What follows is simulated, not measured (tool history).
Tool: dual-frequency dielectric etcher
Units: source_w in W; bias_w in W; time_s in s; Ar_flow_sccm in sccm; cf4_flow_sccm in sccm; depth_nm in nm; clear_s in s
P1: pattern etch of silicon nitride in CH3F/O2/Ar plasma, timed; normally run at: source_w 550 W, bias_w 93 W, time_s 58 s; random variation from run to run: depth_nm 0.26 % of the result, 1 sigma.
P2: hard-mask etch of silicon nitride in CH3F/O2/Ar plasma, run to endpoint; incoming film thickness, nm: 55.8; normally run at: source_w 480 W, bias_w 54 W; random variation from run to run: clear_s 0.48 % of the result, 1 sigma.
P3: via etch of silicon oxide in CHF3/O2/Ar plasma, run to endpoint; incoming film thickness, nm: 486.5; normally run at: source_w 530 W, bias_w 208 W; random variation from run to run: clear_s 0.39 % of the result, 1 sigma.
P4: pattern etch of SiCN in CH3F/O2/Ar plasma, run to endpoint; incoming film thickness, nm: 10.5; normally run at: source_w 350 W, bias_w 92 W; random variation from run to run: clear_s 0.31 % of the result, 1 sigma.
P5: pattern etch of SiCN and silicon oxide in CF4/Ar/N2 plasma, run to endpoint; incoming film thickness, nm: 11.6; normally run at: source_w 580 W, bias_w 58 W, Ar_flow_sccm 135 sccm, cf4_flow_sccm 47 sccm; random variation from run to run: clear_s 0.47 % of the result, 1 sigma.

| run | hour | process | source_w | bias_w | time_s | Ar_flow_sccm | cf4_flow_sccm | hours since the last wet clean | hours since the last source power generator calibration | hours since the last bias power generator calibration | depth_nm | clear_s |
|---|---|---|---|---|---|---|---|---|---|---|---|---|
| 1 | 16.9 | P1 | 550 | 93 | 58 |  |  | 392.9 | 1441.3 | 1916.5 | 49.612 |  |
| 2 | 25.4 | P3 | 530 | 208 |  |  |  | 401.4 | 1449.8 | 1925 |  | 256.21 |
| 3 | 38 | P4 | 350 | 69 |  |  |  | 414 | 1462.4 | 1937.6 |  | 29.827 |
| 4 | 48.4 | P4 | 350 | 92 |  |  |  | 424.4 | 1472.8 | 1948 |  | 26.728 |
| 5 | 57.3 | P2 | 350 | 54 |  |  |  | 433.3 | 1481.7 | 1956.9 |  | 95.172 |
|  | 64 | wet clean of the chamber |
| 6 | 69.6 | P1 | 550 | 93 | 58 |  |  | 5.7 | 1494 | 1969.2 | 49.775 |  |
|  | 80.7 | bias power generator calibrated |
| 7 | 80.8 | P1 | 550 | 93 | 58 |  |  | 16.9 | 1505.2 | 0.1 | 49.689 |  |
| 8 | 92 | P1 | 550 | 93 | 42 |  |  | 28.1 | 1516.4 | 11.3 | 35.915 |  |
| 9 | 107 | P1 | 550 | 93 | 58 |  |  | 43.1 | 1531.4 | 26.3 | 49.584 |  |
| 10 | 115.8 | P5 | 580 | 58 |  | 174 | 47 | 51.9 | 1540.2 | 35.1 |  | 14.222 |
| 11 | 128.8 | P1 | 710 | 93 | 58 |  |  | 64.9 | 1553.2 | 48.1 | 54.51 |  |
| 12 | 141.6 | P1 | 550 | 93 | 58 |  |  | 77.7 | 1566 | 60.9 | 49.575 |  |
| 13 | 155 | P5 | 580 | 58 |  | 135 | 47 | 91.1 | 1579.4 | 74.3 |  | 13.414 |
| 14 | 166.8 | P1 | 360 | 93 | 58 |  |  | 102.9 | 1591.2 | 86.1 | 42.272 |  |
| 15 | 175.4 | P1 | 550 | 93 | 58 |  |  | 111.5 | 1599.8 | 94.7 | 49.687 |  |
| 16 | 187.8 | P1 | 350 | 76 | 58 |  |  | 123.9 | 1612.2 | 107.1 | 39.086 |  |
| 17 | 207.1 | P3 | 530 | 208 |  |  |  | 143.2 | 1631.5 | 126.4 |  | 256.55 |
| 18 | 218.1 | P2 | 480 | 66 |  |  |  | 154.2 | 1642.5 | 137.4 |  | 79.428 |
| 19 | 235.1 | P4 | 480 | 92 |  |  |  | 171.2 | 1659.5 | 154.4 |  | 23.911 |
| 20 | 248.7 | P2 | 480 | 54 |  |  |  | 184.8 | 1673.1 | 168 |  | 84.351 |
| 21 | 260.2 | P1 | 550 | 70 | 58 |  |  | 196.3 | 1684.6 | 179.5 | 44.81 |  |
| 22 | 278 | P5 | 580 | 58 |  | 135 | 66 | 214.1 | 1702.4 | 197.3 |  | 12.648 |
| 23 | 292.8 | P3 | 340 | 208 |  |  |  | 228.9 | 1717.2 | 212.1 |  | 301.83 |
| 24 | 302.5 | P5 | 410 | 58 |  | 135 | 47 | 238.6 | 1726.9 | 221.8 |  | 18.265 |
| 25 | 321.2 | P2 | 480 | 54 |  |  |  | 257.3 | 1745.6 | 240.5 |  | 84.546 |

Run 26 comes next. What will it give?
| 26 | 330.8 | P4 | 350 | 92 |  |  |  | 266.9 | 1755.2 | 250.1 |  | ? |

clear_s: 26.787 s
